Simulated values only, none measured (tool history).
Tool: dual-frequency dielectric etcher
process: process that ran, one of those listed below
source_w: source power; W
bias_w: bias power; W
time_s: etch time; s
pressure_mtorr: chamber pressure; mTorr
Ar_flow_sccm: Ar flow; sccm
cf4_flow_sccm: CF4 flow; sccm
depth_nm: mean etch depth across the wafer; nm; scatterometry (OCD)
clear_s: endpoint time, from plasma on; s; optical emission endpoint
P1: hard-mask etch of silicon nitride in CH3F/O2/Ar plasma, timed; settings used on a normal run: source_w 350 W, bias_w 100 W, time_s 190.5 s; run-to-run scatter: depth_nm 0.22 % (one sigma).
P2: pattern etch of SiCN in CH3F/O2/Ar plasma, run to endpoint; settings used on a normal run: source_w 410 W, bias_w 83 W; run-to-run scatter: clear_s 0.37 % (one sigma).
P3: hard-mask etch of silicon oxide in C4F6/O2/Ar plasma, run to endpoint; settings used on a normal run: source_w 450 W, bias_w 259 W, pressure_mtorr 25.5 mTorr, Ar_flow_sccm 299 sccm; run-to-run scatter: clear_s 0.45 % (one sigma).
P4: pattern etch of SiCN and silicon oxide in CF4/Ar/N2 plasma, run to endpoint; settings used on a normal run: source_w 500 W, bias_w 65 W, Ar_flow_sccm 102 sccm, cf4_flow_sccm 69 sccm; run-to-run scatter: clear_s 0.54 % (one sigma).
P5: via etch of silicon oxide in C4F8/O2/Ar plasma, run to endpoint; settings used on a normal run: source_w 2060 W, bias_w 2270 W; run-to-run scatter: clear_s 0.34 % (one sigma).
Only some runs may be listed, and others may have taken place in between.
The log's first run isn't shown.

| run | day | process | source_w | bias_w | time_s | pressure_mtorr | Ar_flow_sccm | cf4_flow_sccm | depth_nm | clear_s |
|---|---|---|---|---|---|---|---|---|---|---|
| 2 | 0.404 | P1 | 350 | 100 | 119.5 |  |  |  | 87.874 |  |
| 3 | 0.808 | P2 | 410 | 50 |  |  |  |  |  | 18.533 |
| 4 | 1 | P1 | 350 | 100 | 190.5 |  |  |  | 140.54 |  |
| 5 | 1.246 | P1 | 350 | 100 | 190.5 |  |  |  | 140.98 |  |
| 6 | 1.442 | P5 | 2060 | 3214 |  |  |  |  |  | 363.27 |
| 7 | 1.746 | P1 | 350 | 100 | 190.5 |  |  |  | 140.02 |  |
| 8 | 1.988 | P3 | 450 | 259 |  | 25.5 | 186 |  |  | 61.574 |
| 9 | 2.217 | P1 | 350 | 100 | 277.5 |  |  |  | 204.28 |  |
| 10 | 2.588 | P4 | 500 | 65 |  |  | 67 | 69 |  | 15.635 |
| 11 | 2.896 | P4 | 500 | 65 |  |  | 102 | 69 |  | 16.573 |
| 12 | 3.108 | P5 | 2060 | 2270 |  |  |  |  |  | 404.08 |
| 13 | 3.308 | P5 | 1380 | 2270 |  |  |  |  |  | 476.17 |
| 14 | 3.671 | P3 | 450 | 259 |  | 25.5 | 299 |  |  | 65.156 |
| 15 | 3.954 | P4 | 410 | 65 |  |  | 102 | 69 |  | 19.564 |
| 16 | 4.175 | P5 | 2060 | 2270 |  |  |  |  |  | 405.81 |
|  | 4.238 | bias power generator calibrated |
| 17 | 4.475 | P4 | 500 | 65 |  |  | 102 | 55 |  | 17.15 |
| 18 | 4.812 | P4 | 500 | 41 |  |  | 102 | 69 |  | 19.31 |
| 19 | 5.179 | P2 | 410 | 83 |  |  |  |  |  | 15.733 |
| 20 | 5.404 | P1 | 450 | 100 | 190.5 |  |  |  | 154.94 |  |
| 21 | 5.679 | P2 | 520 | 83 |  |  |  |  |  | 14.289 |
| 22 | 5.9 | P1 | 430 | 116 | 190.5 |  |  |  | 159.92 |  |
| 23 | 6.188 | P1 | 280 | 100 | 190.5 |  |  |  | 128.94 |  |
| 24 | 6.588 | P1 | 350 | 74 | 190.5 |  |  |  | 125.91 |  |

Run 25 has not been measured yet. What should we expect?
| 25 | 6.783 | P3 | 450 | 340 |  | 25.5 | 299 |  |  | ? |

{"run 25": {"clear_s": 58.927}}
